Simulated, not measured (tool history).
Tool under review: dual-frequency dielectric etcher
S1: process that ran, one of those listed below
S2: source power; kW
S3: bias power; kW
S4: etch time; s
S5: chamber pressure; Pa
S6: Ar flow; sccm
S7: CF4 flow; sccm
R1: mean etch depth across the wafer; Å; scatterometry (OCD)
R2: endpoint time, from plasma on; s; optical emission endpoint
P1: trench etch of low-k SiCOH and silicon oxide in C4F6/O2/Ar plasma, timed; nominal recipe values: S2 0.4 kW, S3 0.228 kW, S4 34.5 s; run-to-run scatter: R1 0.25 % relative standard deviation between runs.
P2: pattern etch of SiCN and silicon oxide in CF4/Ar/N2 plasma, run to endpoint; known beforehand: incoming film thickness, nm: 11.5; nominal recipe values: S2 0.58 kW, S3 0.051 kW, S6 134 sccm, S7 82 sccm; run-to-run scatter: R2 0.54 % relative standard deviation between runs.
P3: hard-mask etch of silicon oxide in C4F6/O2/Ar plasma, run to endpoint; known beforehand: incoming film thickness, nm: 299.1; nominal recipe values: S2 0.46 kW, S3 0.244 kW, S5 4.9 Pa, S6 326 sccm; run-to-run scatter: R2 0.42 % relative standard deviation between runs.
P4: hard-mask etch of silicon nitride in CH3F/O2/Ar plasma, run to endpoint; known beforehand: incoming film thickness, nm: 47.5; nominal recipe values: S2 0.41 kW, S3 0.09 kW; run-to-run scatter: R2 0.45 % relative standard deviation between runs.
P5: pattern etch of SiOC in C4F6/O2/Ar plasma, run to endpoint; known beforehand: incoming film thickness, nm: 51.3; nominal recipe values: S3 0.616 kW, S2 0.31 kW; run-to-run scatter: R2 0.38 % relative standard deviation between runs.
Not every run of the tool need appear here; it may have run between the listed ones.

run,day,S1,S2,S3,S4,S5,S6,S7,R1,R2
1,0.342,P1,0.4,0.228,34.5,,,,1237,
2,0.829,P3,0.46,0.244,,6,326,,,86.588
3,1.379,P1,0.53,0.228,34.5,,,,1376.1,
4,2.088,P2,0.58,0.062,,,134,82,,11.424
5,2.725,P1,0.29,0.228,34.5,,,,1092.8,
6,3.483,P2,0.58,0.051,,,186,82,,12.955
7,3.9,P5,0.31,0.8,,,,,,15.599
8,4.508,P2,0.58,0.051,,,134,82,,12.155
9,5.292,P3,0.46,0.161,,4.9,326,,,97.19
10,6.058,P3,0.46,0.244,,4.9,426,,,87.53
# day 6.421: source power generator calibrated
11,6.562,P5,0.23,0.616,,,,,,19.375
12,7.362,P1,0.4,0.228,34.5,,,,1237,
13,8.004,P2,0.74,0.051,,,134,82,,9.7653
14,8.546,P3,0.46,0.244,,4.9,326,,,84.089
15,9.046,P1,0.5,0.187,34.5,,,,1264.3,
16,9.746,P1,0.4,0.228,19,,,,682.7,
17,10.338,P1,0.4,0.228,34.5,,,,1237.1,
18,10.825,P1,0.4,0.278,34.5,,,,1319.3,
19,11.404,P4,0.41,0.065,,,,,,72.633
20,12.154,P4,0.5,0.09,,,,,,60.488
21,12.508,P1,0.4,0.228,34.5,,,,1234.3,
22,13.125,P1,0.4,0.228,34.5,,,,1235.8,
23,13.483,P2,0.58,0.051,,,134,82,,12.157
24,14.112,P5,0.31,0.616,,,,,,17.302
25,14.579,P4,0.41,0.09,,,,,,64.96
26,14.975,P2,0.58,0.051,,,134,108,,11.635
27,15.608,P1,0.4,0.149,34.5,,,,1081.7,
28,16.254,P1,0.4,0.228,52,,,,1864.9,
29,16.629,P3,0.61,0.244,,4.9,326,,,75.923
30,17.183,P1,0.4,0.228,34.5,,,,1238.1,
31,17.804,P1,0.4,0.228,34.5,,,,1243.6,
32,18.371,P1,0.4,0.228,34.5,,,,1249.8,
# day 18.596: wet clean of the chamber
33,18.871,P1,0.4,0.228,34.5,,,,1249.6,
34,19.383,P1,0.4,0.228,34.5,,,,1255.3,
35,20.083,P1,0.4,0.228,34.5,,,,1253.3,
36,20.546,P1,0.4,0.228,34.5,,,,1257.2,

P1 no longer gives what it gave before; its output has crept away from where it was. The following 2 causes, each at its listed size, fit the log equally well:
A: bias power that arrives over what is set, % = 4.55
B: source power that arrives over what is set, % = 3.93
The gradual shift began around day 17.183.
Other possible causes, and why each is ruled out:
chamber walls in a state that raises the etch rate, %: was serviced at day 18.596, once the creep was under way, yet the earlier output never came back

The list below offers 4 check runs, each averaging the results of 5 wafers, and shows each result as a question mark. For which of them would the listed causes give clearly different results?
check 1,21.008,P2,0.58,0.051,,,134,82,,?
check 2,21.008,P3,0.46,0.244,,4.9,326,,,?
check 3,21.008,P4,0.41,0.09,,,,,,?
check 4,21.008,P5,0.31,0.616,,,,,,?

Predicted outcomes, by check and by cause:
check,result,if A,if B
check 1,R2,11.99,11.747
check 2,R2,83.456,83.463
check 3,R2,63.998,64.1
check 4,R2,17.102,17.159
Minimum pairwise separation of causes per check, each pair taken at its best-separating result: check 1 2.04 %; check 2 0.01 %; check 3 0.16 %; check 4 0.33 %
The other checks would show nearly matching results whichever cause is true, so check 1 is the only one that separates the causes.

Here is what check 1 returned: R2 11.726 s. Which cause is it?

It is B: source power that arrives over what is set, %.

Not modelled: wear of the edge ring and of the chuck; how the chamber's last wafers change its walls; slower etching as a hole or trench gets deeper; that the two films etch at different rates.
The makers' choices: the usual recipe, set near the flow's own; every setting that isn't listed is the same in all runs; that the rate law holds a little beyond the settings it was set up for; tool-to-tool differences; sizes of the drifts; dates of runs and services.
